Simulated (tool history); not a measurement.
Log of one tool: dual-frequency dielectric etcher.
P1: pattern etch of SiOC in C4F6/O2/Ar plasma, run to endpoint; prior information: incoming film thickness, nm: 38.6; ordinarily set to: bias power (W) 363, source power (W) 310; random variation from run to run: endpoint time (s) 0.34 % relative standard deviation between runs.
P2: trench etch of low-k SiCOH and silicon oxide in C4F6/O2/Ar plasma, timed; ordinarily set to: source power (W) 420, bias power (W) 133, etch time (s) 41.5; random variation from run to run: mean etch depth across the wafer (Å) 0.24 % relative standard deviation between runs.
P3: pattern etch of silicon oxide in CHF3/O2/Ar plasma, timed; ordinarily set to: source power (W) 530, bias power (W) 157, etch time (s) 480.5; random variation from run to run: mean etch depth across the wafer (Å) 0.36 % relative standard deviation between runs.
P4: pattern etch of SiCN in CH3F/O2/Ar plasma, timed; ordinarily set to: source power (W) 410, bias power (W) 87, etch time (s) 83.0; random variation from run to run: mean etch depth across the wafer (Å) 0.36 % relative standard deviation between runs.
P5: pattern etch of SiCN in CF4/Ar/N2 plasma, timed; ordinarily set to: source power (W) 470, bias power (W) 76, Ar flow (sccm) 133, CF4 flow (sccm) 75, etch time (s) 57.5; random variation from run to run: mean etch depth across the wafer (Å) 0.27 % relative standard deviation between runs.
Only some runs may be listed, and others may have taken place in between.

run,hour,process that ran,bias power (W),source power (W),etch time (s),Ar flow (sccm),CF4 flow (sccm),hours since the last wet clean,hours since the last bias power generator calibration,hours since the last source power generator calibration,endpoint time (s),mean etch depth across the wafer (Å)
1,4.1,P1,363,310,,,,369.2,979.7,1372.2,15.915,
2,12.4,P4,87,410,83.0,,,377.5,988.0,1380.5,,333.26
3,20.0,P2,133,420,29.0,,,385.1,995.6,1388.1,,882.92
4,24.9,P1,363,310,,,,390.0,1000.5,1393.0,15.830,
5,31.8,P1,363,310,,,,396.9,1007.4,1399.9,15.783,
6,39.5,P4,87,570,83.0,,,404.6,1015.1,1407.6,,376.16
7,45.0,P1,289,410,,,,410.1,1020.6,1413.1,15.360,
8,50.2,P5,76,470,73.5,133,75,415.3,1025.8,1418.3,,645.21
9,58.2,P5,76,470,57.5,133,75,423.3,1033.8,1426.3,,501.90
10,64.7,P2,101,420,41.5,,,429.8,1040.3,1432.8,,1162.00
11,70.0,P2,133,280,41.5,,,435.1,1045.6,1438.1,,1072.50
12,78.4,P2,133,420,41.5,,,443.5,1054.0,1446.5,,1264.90
13,83.8,P1,363,230,,,,448.9,1059.4,1451.9,17.643,
14,91.7,P3,157,400,480.5,,,456.8,1067.3,1459.8,,7643.80
15,101.0,P5,100,470,57.5,133,75,466.1,1076.6,1469.1,,556.89
16,109.8,P1,218,310,,,,474.9,1085.4,1477.9,18.955,
17,114.0,P5,76,470,57.5,176,75,479.1,1089.6,1482.1,,479.67
18,121.7,P3,157,530,480.5,,,486.8,1097.3,1489.8,,8546.00
19,126.8,P4,87,410,55.5,,,491.9,1102.4,1494.9,,223.76
20,130.9,P1,465,310,,,,496.0,1106.5,1499.0,14.462,
21,135.1,P5,76,330,57.5,133,75,500.2,1110.7,1503.2,,370.00
22,144.5,P4,53,410,83.0,,,509.6,1120.1,1512.6,,277.61
23,151.7,P1,363,310,,,,516.8,1127.3,1519.8,15.784,
24,159.7,P5,76,470,57.5,133,52,524.8,1135.3,1527.8,,475.28
25,165.2,P3,157,530,715.0,,,530.3,1140.8,1533.3,,12701.00
26,174.6,P1,363,420,,,,539.7,1150.2,1542.7,14.093,
27,179.6,P3,128,530,480.5,,,544.7,1155.2,1547.7,,7932.30
28,184.3,P1,363,310,,,,549.4,1159.9,1552.4,15.822,
29,188.6,P1,363,310,,,,553.7,1164.2,1556.7,15.903,
30,192.9,P1,363,310,,,,558.0,1168.5,1561.0,15.960,
31,198.1,P1,363,310,,,,563.2,1173.7,1566.2,16.039,
32,206.7,P1,363,310,,,,571.8,1182.3,1574.8,15.990,
33,212.5,P1,363,310,,,,577.6,1188.1,1580.6,16.092,
34,219.2,P1,363,310,,,,584.3,1194.8,1587.3,16.103,
# hour 220.3: wet clean of the chamber
35,226.4,P1,363,310,,,,6.2,1202.0,1594.5,16.036,
36,235.1,P1,363,310,,,,14.9,1210.7,1603.2,16.132,
37,239.6,P1,363,310,,,,19.4,1215.2,1607.7,16.096,
38,247.7,P1,363,310,,,,27.5,1223.3,1615.8,16.108,

What P1 gives has crept off from where it sat before. The 2 causes that follow fit the log equally well, each at the size noted:
A: source power that arrives under what is set, % = 4.46
B: bias power that arrives under what is set, % = 4.63
The onset of the drift is placed at about hour 184.3.
Every other cause this tool's parts could produce, and why it does not fit the log:
chamber walls in a state that lowers the etch rate, %: serviced at hour 220.3, after the change had begun; the process did not return to its earlier output

Question marks stand in for the results of the 4 check runs listed below, each run on one wafer. Under which run would the listed causes show clearly different results?
check 1,255.8,P3,157,530,480.5,,,,,,,?
check 2,255.8,P2,133,420,41.5,,,,,,,?
check 3,255.8,P4,87,410,83.0,,,,,,,?
check 4,255.8,P5,76,470,57.5,133,75,,,,,?

What each check would give under each cause:
check,result,if A,if B
check 1,mean etch depth across the wafer (Å),8381.30,8397.90
check 2,mean etch depth across the wafer (Å),1234.90,1240.20
check 3,mean etch depth across the wafer (Å),326.70,326.59
check 4,mean etch depth across the wafer (Å),482.59,493.72
Per-check spread between the two closest causes, in the result where they differ most: check 1 0.2 %; check 2 0.43 %; check 3 0.04 %; check 4 2.28 %
Check 4 distinguishes between the causes, while the remaining checks would return nearly the same result for all of them.

The results of check 4 are: mean etch depth across the wafer (Å) 495.29. Based on these, which of the listed causes is it?

It was cause B: bias power that arrives under what is set, %.
